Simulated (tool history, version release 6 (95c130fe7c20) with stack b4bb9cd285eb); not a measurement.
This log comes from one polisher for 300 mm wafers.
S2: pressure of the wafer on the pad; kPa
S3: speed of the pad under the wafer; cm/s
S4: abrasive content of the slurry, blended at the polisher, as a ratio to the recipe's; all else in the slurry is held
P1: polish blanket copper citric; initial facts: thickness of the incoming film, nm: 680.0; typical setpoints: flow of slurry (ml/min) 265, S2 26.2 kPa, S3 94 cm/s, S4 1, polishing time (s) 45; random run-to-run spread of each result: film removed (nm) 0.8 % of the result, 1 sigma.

run 1 hour=2.7 | flow_of_slurry_(ml/min)=265 S2=26.2 S3=94 S4=1 polishing_time_(s)=45 | film_removed_(nm)=112.56
run 2 hour=5.1 | flow_of_slurry_(ml/min)=265 S2=26.2 S3=44 S4=1 polishing_time_(s)=45 | film_removed_(nm)=53.642
run 3 hour=7.4 | flow_of_slurry_(ml/min)=160 S2=26.2 S3=94 S4=1 polishing_time_(s)=45 | film_removed_(nm)=104.86
run 4 hour=11.5 | flow_of_slurry_(ml/min)=160 S2=26.2 S3=66 S4=1 polishing_time_(s)=45 | film_removed_(nm)=74.301
run 5 hour=14.1 | flow_of_slurry_(ml/min)=265 S2=26.2 S3=94 S4=1 polishing_time_(s)=45 | film_removed_(nm)=110.62
-- hour=15.8 head pressure recalibrated
run 6 hour=16.8 | flow_of_slurry_(ml/min)=265 S2=26.2 S3=94 S4=0.7 polishing_time_(s)=45 | film_removed_(nm)=104.66
run 7 hour=19.7 | flow_of_slurry_(ml/min)=265 S2=26.2 S3=94 S4=1 polishing_time_(s)=45 | film_removed_(nm)=112.24
run 8 hour=23.2 | flow_of_slurry_(ml/min)=265 S2=40.7 S3=94 S4=1 polishing_time_(s)=45 | film_removed_(nm)=171.52
run 9 hour=26.5 | flow_of_slurry_(ml/min)=265 S2=17.2 S3=94 S4=1 polishing_time_(s)=45 | film_removed_(nm)=74.302
run 10 hour=29.5 | flow_of_slurry_(ml/min)=265 S2=26.2 S3=140 S4=1 polishing_time_(s)=45 | film_removed_(nm)=163.7
run 11 hour=32.8 | flow_of_slurry_(ml/min)=265 S2=26.2 S3=94 S4=1 polishing_time_(s)=45 | film_removed_(nm)=111.82
run 12 hour=35.9 | flow_of_slurry_(ml/min)=265 S2=26.2 S3=94 S4=1 polishing_time_(s)=63 | film_removed_(nm)=158.15
run 13 hour=40 | flow_of_slurry_(ml/min)=265 S2=26.2 S3=94 S4=1.5 polishing_time_(s)=45 | film_removed_(nm)=122.76
run 14 hour=42.6 | flow_of_slurry_(ml/min)=160 S2=39.3 S3=94 S4=1 polishing_time_(s)=45 | film_removed_(nm)=156.99
-- hour=45 slurry nozzle cleaned
run 15 hour=45.7 | flow_of_slurry_(ml/min)=265 S2=26.2 S3=94 S4=1 polishing_time_(s)=31 | film_removed_(nm)=76.324
run 16 hour=49.5 | flow_of_slurry_(ml/min)=265 S2=26.2 S3=94 S4=1 polishing_time_(s)=45 | film_removed_(nm)=111.71
run 17 hour=53.1 | flow_of_slurry_(ml/min)=405 S2=26.2 S3=94 S4=1 polishing_time_(s)=45 | film_removed_(nm)=117.11
run 18 hour=56.7 | flow_of_slurry_(ml/min)=265 S2=26.2 S3=94 S4=1 polishing_time_(s)=45 | film_removed_(nm)=111.36
run 19 hour=60.6 | flow_of_slurry_(ml/min)=265 S2=26.2 S3=94 S4=1 polishing_time_(s)=45 | film_removed_(nm)=111.48
run 20 hour=63.1 | flow_of_slurry_(ml/min)=265 S2=26.2 S3=94 S4=1 polishing_time_(s)=45 | film_removed_(nm)=110.74
run 21 hour=67.3 | flow_of_slurry_(ml/min)=265 S2=26.2 S3=94 S4=1 polishing_time_(s)=45 | film_removed_(nm)=109.46
run 22 hour=69.8 | flow_of_slurry_(ml/min)=265 S2=26.2 S3=94 S4=1 polishing_time_(s)=45 | film_removed_(nm)=107.57
run 23 hour=73.2 | flow_of_slurry_(ml/min)=265 S2=26.2 S3=94 S4=1 polishing_time_(s)=45 | film_removed_(nm)=107.76

Estimate the outcome of run 24 from the log above:
-- hour=75.8 head pressure recalibrated
run 24 hour=76.2 | flow_of_slurry_(ml/min)=265 S2=26.2 S3=94 S4=1 polishing_time_(s)=45 | film_removed_(nm)=?

Run 24 measured film removed (nm) 108.13.

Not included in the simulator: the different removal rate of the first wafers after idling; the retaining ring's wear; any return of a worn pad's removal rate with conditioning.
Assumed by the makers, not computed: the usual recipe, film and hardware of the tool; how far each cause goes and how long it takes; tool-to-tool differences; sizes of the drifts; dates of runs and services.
